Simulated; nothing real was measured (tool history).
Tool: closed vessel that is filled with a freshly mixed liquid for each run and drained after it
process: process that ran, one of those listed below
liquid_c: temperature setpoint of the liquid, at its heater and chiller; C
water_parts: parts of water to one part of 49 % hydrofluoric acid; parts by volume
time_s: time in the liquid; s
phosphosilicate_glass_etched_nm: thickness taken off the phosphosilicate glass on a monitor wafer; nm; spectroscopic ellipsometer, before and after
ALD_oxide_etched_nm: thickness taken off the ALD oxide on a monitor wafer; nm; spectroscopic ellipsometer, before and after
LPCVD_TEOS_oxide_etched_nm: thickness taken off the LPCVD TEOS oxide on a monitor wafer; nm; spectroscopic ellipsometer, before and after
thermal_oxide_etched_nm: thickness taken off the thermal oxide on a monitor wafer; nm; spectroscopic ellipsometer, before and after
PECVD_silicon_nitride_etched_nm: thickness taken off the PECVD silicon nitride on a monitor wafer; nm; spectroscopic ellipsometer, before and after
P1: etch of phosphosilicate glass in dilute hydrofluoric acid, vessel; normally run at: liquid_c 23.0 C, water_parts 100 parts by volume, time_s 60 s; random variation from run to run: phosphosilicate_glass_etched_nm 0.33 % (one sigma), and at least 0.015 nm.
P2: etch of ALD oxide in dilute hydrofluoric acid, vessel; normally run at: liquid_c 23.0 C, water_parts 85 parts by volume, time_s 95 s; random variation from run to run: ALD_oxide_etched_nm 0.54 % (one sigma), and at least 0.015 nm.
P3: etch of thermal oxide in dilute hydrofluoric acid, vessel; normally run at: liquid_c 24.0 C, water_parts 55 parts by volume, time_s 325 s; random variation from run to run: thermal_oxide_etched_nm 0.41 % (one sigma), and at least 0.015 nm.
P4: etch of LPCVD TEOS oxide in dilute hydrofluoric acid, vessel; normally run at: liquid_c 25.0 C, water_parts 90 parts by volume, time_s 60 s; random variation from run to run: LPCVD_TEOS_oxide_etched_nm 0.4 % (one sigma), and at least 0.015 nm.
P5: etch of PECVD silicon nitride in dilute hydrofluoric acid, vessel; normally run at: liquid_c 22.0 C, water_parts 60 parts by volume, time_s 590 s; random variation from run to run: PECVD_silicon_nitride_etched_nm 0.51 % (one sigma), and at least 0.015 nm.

run   hour  process  liquid_c  water_parts  time_s  hours since the thermometer was replaced  hours since the hydrofluoric acid flow meter was replaced  phosphosilicate_glass_etched_nm  ALD_oxide_etched_nm  LPCVD_TEOS_oxide_etched_nm  thermal_oxide_etched_nm  PECVD_silicon_nitride_etched_nm
  1   17.4       P1      23.0          100      60                                     576.3                                                      253.5                           36.830
  2   29.7       P1      23.0          100      60                                     588.6                                                      265.8                           36.711
  3   45.9       P1      23.0          160      60                                     604.8                                                      282.0                           21.432
  4   54.1       P1      23.0          100     110                                     613.0                                                      290.2                           67.711
  5   62.5       P2      23.0           85      30                                     621.4                                                      298.6                                                8.9639
  6   75.0       P4      25.0          130      60                                     633.9                                                      311.1                                                                           11.3000
  7   88.0       P3      17.0           55     325                                     646.9                                                      324.1                                                                                                     21.811
  8  106.2       P1      23.0          100      60                                     665.1                                                      342.3                           36.559
  9  122.0       P5      30.0           60     590                                     680.9                                                      358.1                                                                                                                                     74.5600
 10  136.2       P5      22.0           60     590                                     695.1                                                      372.3                                                                                                                                     44.0040
 11  147.6       P2      23.0          145      95                                     706.5                                                      383.7                                               15.4750
 12  160.1       P1      23.0           35      60                                     719.0                                                      396.2                          114.500
 13  172.5       P2      23.0           85      95                                     731.4                                                      408.6                                               28.2950
 14  186.8       P1      19.0           30      60                                     745.7                                                      422.9                          113.310
 15  204.3       P2      28.5           85      95                                     763.2                                                      440.4                                               35.3840
 16  220.7       P2      23.0           85      95                                     779.6                                                      456.8                                               28.3920
 17  237.7       P5      22.0           60      30                                     796.6                                                      473.8                                                                                                                                      2.2246
 18  253.2       P1      29.0          100      60                                     812.1                                                      489.3                           46.376
 19  263.3       P3      24.0           55     610                                     822.2                                                      499.4                                                                                                     55.327
 20  281.6       P1      23.0          100      60                                     840.5                                                      517.7                           36.852
 21  294.2       P4      25.0           90      60                                     853.1                                                      530.3                                                                           17.0950
 22  306.2       P1      23.0          100      60                                     865.1                                                      542.3                           36.682
 23  320.0       P3      24.0           55     325                                     878.9                                                      556.1                                                                                                     29.640
 24  337.2       P4      32.0           90      60                                     896.1                                                      573.3                                                                           22.3820
 25  354.6       P3      24.0           55     325                                     913.5                                                      590.7                                                                                                     29.511
 26  368.4       P1      17.5          100      60                                     927.3                                                      604.5                           29.381
 27  377.7       P1      17.0          165      60                                     936.6                                                      613.8                           16.372
 28  387.1       P3      24.0           90     325                                     946.0                                                      623.2                                                                                                     17.232
 29  395.7       P4      25.0           90      30                                     954.6                                                      631.8                                                                            8.4809
 30  412.3       P1      23.0          100      30                                     971.2                                                      648.4                           18.320
 31  430.1       P5      22.0           80     590                                     989.0                                                      666.2                                                                                                                                     32.8780
 32  447.6       P4      25.0           90      60                                    1006.5                                                      683.7                                                                           17.0530
 33  459.6       P1      23.0          100      60                                    1018.5                                                      695.7                           36.869
 34  475.1       P1      23.0          100      60                                    1034.0                                                      711.2                           35.669
 35  493.2       P1      23.0          100      60                                    1052.1                                                      729.3                           34.884
 36  506.8       P1      23.0          100      60                                    1065.7                                                      742.9                           34.350
 37  518.3       P1      23.0          100      60                                    1077.2                                                      754.4                           33.907
 38  535.6       P1      23.0          100      60                                    1094.5                                                      771.7                           33.967
 39  549.5       P1      23.0          100      60                                    1108.4                                                      785.6                           33.854
 40  559.6       P1      23.0          100      60                                    1118.5                                                      795.7                           33.545
 41  574.1       P1      23.0          100      60                                    1133.0                                                      810.2                           33.827
 42  589.5       P1      23.0          100      60                                    1148.4                                                      825.6                           33.604

What P1 gives has crept away from where it was. These 2 causes fit the log equally well, each at the size given:
A: liquid colder than its thermometer reads (K) = 2.2
B: hydrofluoric acid flow below the setpoint (%) = 7.57
The creep began at about hour 459.6.

4 check runs are offered, one wafer each, their results left as question marks. Which one tells the causes apart?
check 1  604.9       P3      24.0           55     325                                                                                                                                                                                                               ?
check 2  604.9       P4      25.0           90      60                                                                                                                                                                                      ?
check 3  604.9       P5      22.0           60     590                                                                                                                                                                                                                                                ?
check 4  604.9       P2      23.0           85      95                                                                                                                                                          ?

What each check would give under each cause:
  check                           result     if A     if B
check 1          thermal_oxide_etched_nm   26.926   27.100
check 2       LPCVD_TEOS_oxide_etched_nm  15.6470  15.6440
check 3  PECVD_silicon_nitride_etched_nm  37.6240  40.5230
check 4              ALD_oxide_etched_nm  25.9600  26.0270
How far apart the two closest causes lie, in the result that separates them most: check 1 0.64 %; check 2 0.02 %; check 3 7.42 %; check 4 0.26 %
Check 3 tells the causes apart: in the others they would give nearly the same result.

Check 3 was then run and gave: PECVD_silicon_nitride_etched_nm 37.5170 nm. Which cause is it?

It is A: liquid colder than its thermometer reads (K).
